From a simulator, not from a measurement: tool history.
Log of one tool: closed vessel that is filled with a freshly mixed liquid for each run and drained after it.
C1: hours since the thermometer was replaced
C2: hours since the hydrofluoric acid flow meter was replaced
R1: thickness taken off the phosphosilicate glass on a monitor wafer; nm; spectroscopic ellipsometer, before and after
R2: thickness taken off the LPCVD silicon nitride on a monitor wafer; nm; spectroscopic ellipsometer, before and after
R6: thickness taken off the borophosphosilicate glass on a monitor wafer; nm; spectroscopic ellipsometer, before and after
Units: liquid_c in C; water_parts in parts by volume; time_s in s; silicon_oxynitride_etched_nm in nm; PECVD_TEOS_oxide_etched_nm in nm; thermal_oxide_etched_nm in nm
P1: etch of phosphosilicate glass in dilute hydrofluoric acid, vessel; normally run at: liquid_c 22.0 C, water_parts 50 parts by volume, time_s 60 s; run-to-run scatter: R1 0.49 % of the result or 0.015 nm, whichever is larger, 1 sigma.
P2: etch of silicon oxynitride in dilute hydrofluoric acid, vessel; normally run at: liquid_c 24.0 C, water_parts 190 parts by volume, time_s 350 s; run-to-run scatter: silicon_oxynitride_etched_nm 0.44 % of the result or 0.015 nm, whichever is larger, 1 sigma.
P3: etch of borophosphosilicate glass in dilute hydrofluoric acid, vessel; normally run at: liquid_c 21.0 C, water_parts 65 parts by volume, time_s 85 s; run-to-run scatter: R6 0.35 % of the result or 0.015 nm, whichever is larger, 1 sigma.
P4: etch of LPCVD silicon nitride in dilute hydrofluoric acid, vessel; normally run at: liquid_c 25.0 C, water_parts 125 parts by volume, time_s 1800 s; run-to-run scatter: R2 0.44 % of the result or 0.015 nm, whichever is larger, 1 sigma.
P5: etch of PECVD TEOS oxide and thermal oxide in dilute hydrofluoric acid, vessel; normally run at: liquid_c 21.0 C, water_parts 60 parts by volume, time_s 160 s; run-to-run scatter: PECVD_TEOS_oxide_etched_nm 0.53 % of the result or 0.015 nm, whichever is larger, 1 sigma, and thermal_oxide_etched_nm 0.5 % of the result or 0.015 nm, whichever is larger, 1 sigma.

Run 1, day 0.496: process P1, liquid_c 22.0 C, water_parts 50 parts by volume, time_s 60 s; C1 800.0; C2 1425.9. Result: R1 166.730 nm.
Run 2, day 0.742: process P4, liquid_c 25.0 C, water_parts 225 parts by volume, time_s 1800 s; C1 805.9; C2 1431.8. Result: R2 4.4971 nm.
Run 3, day 1.179: process P1, liquid_c 22.0 C, water_parts 50 parts by volume, time_s 60 s; C1 816.4; C2 1442.3. Result: R1 167.340 nm.
Run 4, day 1.562: process P4, liquid_c 25.0 C, water_parts 125 parts by volume, time_s 3515 s; C1 825.6; C2 1451.5. Result: R2 15.6100 nm.
Run 5, day 2.038: process P2, liquid_c 24.0 C, water_parts 190 parts by volume, time_s 625 s; C1 837.0; C2 1462.9. Result: silicon_oxynitride_etched_nm 7.9434 nm.
Run 6, day 2.425: process P5, liquid_c 21.0 C, water_parts 110 parts by volume, time_s 160 s; C1 846.3; C2 1472.2. Result: PECVD_TEOS_oxide_etched_nm 11.671 nm, thermal_oxide_etched_nm 6.0490 nm.
Run 7, day 2.838: process P4, liquid_c 25.0 C, water_parts 125 parts by volume, time_s 1800 s; C1 856.2; C2 1482.1. Result: R2 8.0833 nm.
Run 8, day 3.200: process P3, liquid_c 21.0 C, water_parts 65 parts by volume, time_s 170 s; C1 864.9; C2 1490.8. Result: R6 114.550 nm.
Run 9, day 3.625: process P2, liquid_c 24.0 C, water_parts 190 parts by volume, time_s 350 s; C1 875.1; C2 1501.0. Result: silicon_oxynitride_etched_nm 4.4863 nm.
Run 10, day 3.975: process P1, liquid_c 28.5 C, water_parts 50 parts by volume, time_s 60 s; C1 883.5; C2 1509.4. Result: R1 218.540 nm.
Run 11, day 4.408: process P3, liquid_c 21.0 C, water_parts 110 parts by volume, time_s 85 s; C1 893.9; C2 1519.8. Result: R6 32.277 nm.
Run 12, day 4.775: process P1, liquid_c 22.0 C, water_parts 25 parts by volume, time_s 60 s; C1 902.7; C2 1528.6. Result: R1 344.660 nm.
Run 13, day 5.171: process P1, liquid_c 22.0 C, water_parts 90 parts by volume, time_s 60 s; C1 912.2; C2 1538.1. Result: R1 87.899 nm.
Run 14, day 5.504: process P1, liquid_c 22.0 C, water_parts 50 parts by volume, time_s 60 s; C1 920.2; C2 1546.1. Result: R1 167.620 nm.
Run 15, day 5.912: process P2, liquid_c 24.0 C, water_parts 190 parts by volume, time_s 350 s; C1 930.0; C2 1555.9. Result: silicon_oxynitride_etched_nm 4.4867 nm.
Run 16, day 6.212: process P1, liquid_c 17.0 C, water_parts 50 parts by volume, time_s 30 s; C1 937.2; C2 1563.1. Result: R1 68.008 nm.
Run 17, day 6.650: process P5, liquid_c 21.0 C, water_parts 60 parts by volume, time_s 160 s; C1 947.7; C2 1573.6. Result: PECVD_TEOS_oxide_etched_nm 22.498 nm, thermal_oxide_etched_nm 11.8890 nm.
Run 18, day 7.021: process P3, liquid_c 21.0 C, water_parts 65 parts by volume, time_s 85 s; C1 956.6; C2 1582.5. Result: R6 57.703 nm.
Run 19, day 7.442: process P1, liquid_c 22.0 C, water_parts 50 parts by volume, time_s 60 s; C1 966.7; C2 1592.6. Result: R1 169.300 nm.
Run 20, day 7.958: process P5, liquid_c 21.0 C, water_parts 60 parts by volume, time_s 305 s; C1 979.1; C2 1605.0. Result: PECVD_TEOS_oxide_etched_nm 43.252 nm, thermal_oxide_etched_nm 22.7400 nm.
Run 21, day 8.433: process P1, liquid_c 22.0 C, water_parts 50 parts by volume, time_s 30 s; C1 990.5; C2 1616.4. Result: R1 83.726 nm.
Run 22, day 8.954: process P1, liquid_c 22.0 C, water_parts 50 parts by volume, time_s 95 s; C1 1003.0; C2 1628.9. Result: R1 264.360 nm.
Run 23, day 9.483: process P1, liquid_c 22.0 C, water_parts 50 parts by volume, time_s 60 s; C1 1015.7; C2 1641.6. Result: R1 166.010 nm.
Run 24, day 9.742: process P1, liquid_c 22.0 C, water_parts 20 parts by volume, time_s 30 s; C1 1021.9; C2 1647.8. Result: R1 217.300 nm.
Run 25, day 10.025: process P3, liquid_c 21.0 C, water_parts 65 parts by volume, time_s 85 s; C1 1028.7; C2 1654.6. Result: R6 57.639 nm.
Run 26, day 10.538: process P4, liquid_c 25.0 C, water_parts 125 parts by volume, time_s 1800 s; C1 1041.0; C2 1666.9. Result: R2 7.9959 nm.
Run 27, day 10.783: process P1, liquid_c 17.0 C, water_parts 50 parts by volume, time_s 60 s; C1 1046.9; C2 1672.8. Result: R1 135.560 nm.
Run 28, day 11.100: process P1, liquid_c 22.0 C, water_parts 50 parts by volume, time_s 60 s; C1 1054.5; C2 1680.4. Result: R1 168.000 nm.
Run 29, day 11.362: process P3, liquid_c 28.5 C, water_parts 65 parts by volume, time_s 85 s; C1 1060.8; C2 1686.7. Result: R6 77.777 nm.
Run 30, day 11.758: process P5, liquid_c 17.0 C, water_parts 60 parts by volume, time_s 160 s; C1 1070.3; C2 1696.2. Result: PECVD_TEOS_oxide_etched_nm 19.148 nm, thermal_oxide_etched_nm 9.9351 nm.
Run 31, day 12.133: process P2, liquid_c 24.0 C, water_parts 310 parts by volume, time_s 350 s; C1 1079.3; C2 1705.2. Result: silicon_oxynitride_etched_nm 2.5473 nm.
Run 32, day 12.583: process P2, liquid_c 32.0 C, water_parts 190 parts by volume, time_s 350 s; C1 1090.1; C2 1716.0. Result: silicon_oxynitride_etched_nm 6.3168 nm.
Run 33, day 13.029: process P4, liquid_c 33.0 C, water_parts 125 parts by volume, time_s 1800 s; C1 1100.8; C2 1726.7. Result: R2 13.1450 nm.
Run 34, day 13.417: process P1, liquid_c 22.0 C, water_parts 50 parts by volume, time_s 60 s; C1 1110.1; C2 1736.0. Result: R1 167.370 nm.
Run 35, day 13.933: process P1, liquid_c 22.0 C, water_parts 50 parts by volume, time_s 60 s; C1 1122.5; C2 1748.4. Result: R1 171.290 nm.
Run 36, day 14.333: process P1, liquid_c 22.0 C, water_parts 50 parts by volume, time_s 60 s; C1 1132.1; C2 1758.0. Result: R1 175.010 nm.
Run 37, day 14.733: process P1, liquid_c 22.0 C, water_parts 50 parts by volume, time_s 60 s; C1 1141.7; C2 1767.6. Result: R1 176.200 nm.
Run 38, day 15.108: process P1, liquid_c 22.0 C, water_parts 50 parts by volume, time_s 60 s; C1 1150.7; C2 1776.6. Result: R1 177.230 nm.
Run 39, day 15.575: process P1, liquid_c 22.0 C, water_parts 50 parts by volume, time_s 60 s; C1 1161.9; C2 1787.8. Result: R1 178.360 nm.
Run 40, day 15.921: process P1, liquid_c 22.0 C, water_parts 50 parts by volume, time_s 60 s; C1 1170.2; C2 1796.1. Result: R1 179.660 nm.
Run 41, day 16.450: process P1, liquid_c 22.0 C, water_parts 50 parts by volume, time_s 60 s; C1 1182.9; C2 1808.8. Result: R1 178.790 nm.
Run 42, day 16.946: process P1, liquid_c 22.0 C, water_parts 50 parts by volume, time_s 60 s; C1 1194.8; C2 1820.7. Result: R1 180.510 nm.
Run 43, day 17.346: process P1, liquid_c 22.0 C, water_parts 50 parts by volume, time_s 60 s; C1 1204.4; C2 1830.3. Result: R1 178.660 nm.

What P1 gives has crept away from where it was. These 2 causes fit the log equally well, each at the size given:
A: liquid hotter than its thermometer reads (K) = 1.64
B: hydrofluoric acid flow above the setpoint (%) = 6.6
The creep began at about day 13.417.

4 check runs are offered, one wafer each, their results left as question marks. Which one tells the causes apart?
Run check 1, day 17.746: process P5, liquid_c 21.0 C, water_parts 85 parts by volume, time_s 250 s. Result: PECVD_TEOS_oxide_etched_nm ?, thermal_oxide_etched_nm ?.
Run check 2, day 17.746: process P3, liquid_c 26.5 C, water_parts 65 parts by volume, time_s 85 s. Result: R6 ?.
Run check 3, day 17.746: process P2, liquid_c 31.5 C, water_parts 190 parts by volume, time_s 350 s. Result: silicon_oxynitride_etched_nm ?.
Run check 4, day 17.746: process P4, liquid_c 25.0 C, water_parts 220 parts by volume, time_s 3130 s. Result: R2 ?.

What each check would give under each cause:
  check                        result     if A     if B
check 1    PECVD_TEOS_oxide_etched_nm   26.000   26.081
check 1       thermal_oxide_etched_nm  13.4960  13.5380
check 2                            R6   76.857   77.205
check 3  silicon_oxynitride_etched_nm   6.6405   6.6916
check 4                            R2   8.7930   8.4687
How far apart the two closest causes lie, in the result that separates them most: check 1 0.31 %; check 2 0.45 %; check 3 0.77 %; check 4 3.76 %
Only check 4 tells the causes apart: in the others they would give nearly the same result.

Then check 4 was run and gave: R2 8.8621 nm. Which cause is it?

It is A: liquid hotter than its thermometer reads (K).

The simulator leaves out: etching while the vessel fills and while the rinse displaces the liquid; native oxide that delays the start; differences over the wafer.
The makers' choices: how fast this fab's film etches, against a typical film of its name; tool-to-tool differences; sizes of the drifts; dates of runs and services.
